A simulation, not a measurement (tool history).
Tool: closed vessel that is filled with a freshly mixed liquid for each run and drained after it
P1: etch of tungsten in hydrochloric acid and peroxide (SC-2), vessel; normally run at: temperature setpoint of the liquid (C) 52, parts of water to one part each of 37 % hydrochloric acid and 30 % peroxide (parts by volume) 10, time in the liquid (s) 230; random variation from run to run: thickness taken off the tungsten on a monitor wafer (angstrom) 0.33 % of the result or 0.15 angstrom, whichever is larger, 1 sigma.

| run | hour | temperature setpoint of the liquid (C) | parts of water to one part each of 37 % hydrochloric acid and 30 % peroxide (parts by volume) | time in the liquid (s) | thickness taken off the tungsten on a monitor wafer (angstrom) |
|---|---|---|---|---|---|
| 1 | 14.1 | 52 | 10 | 230 | 300.66 |
| 2 | 28.4 | 52 | 16.5 | 230 | 194.66 |
| 3 | 43.4 | 41 | 10 | 355 | 219.22 |
| 4 | 52 | 52 | 10 | 30 | 38.828 |
| 5 | 60.9 | 41 | 10 | 450 | 277.17 |
| 6 | 69.5 | 67 | 10 | 320 | 1074 |
| 7 | 84.6 | 52 | 10 | 230 | 299.57 |
| 8 | 93.2 | 61.5 | 10 | 230 | 553.15 |
| 9 | 101.1 | 38 | 10 | 230 | 115.14 |
| 10 | 115.2 | 52 | 10 | 230 | 300.3 |
| 11 | 125.7 | 52 | 10 | 435 | 568.96 |
|  | 136.3 | new drum of peroxide connected |
| 12 | 138 | 52 | 10 | 230 | 300.98 |
|  | 148 | chemicals flow meter replaced |
| 13 | 151.3 | 52 | 4 | 230 | 598.81 |
| 14 | 164.5 | 52 | 10 | 230 | 298.82 |
| 15 | 175.1 | 52 | 10 | 230 | 300.77 |

Forecast run 16:
| 16 | 184.6 | 52 | 10 | 230 | ? |

thickness taken off the tungsten on a monitor wafer (angstrom): 299.94
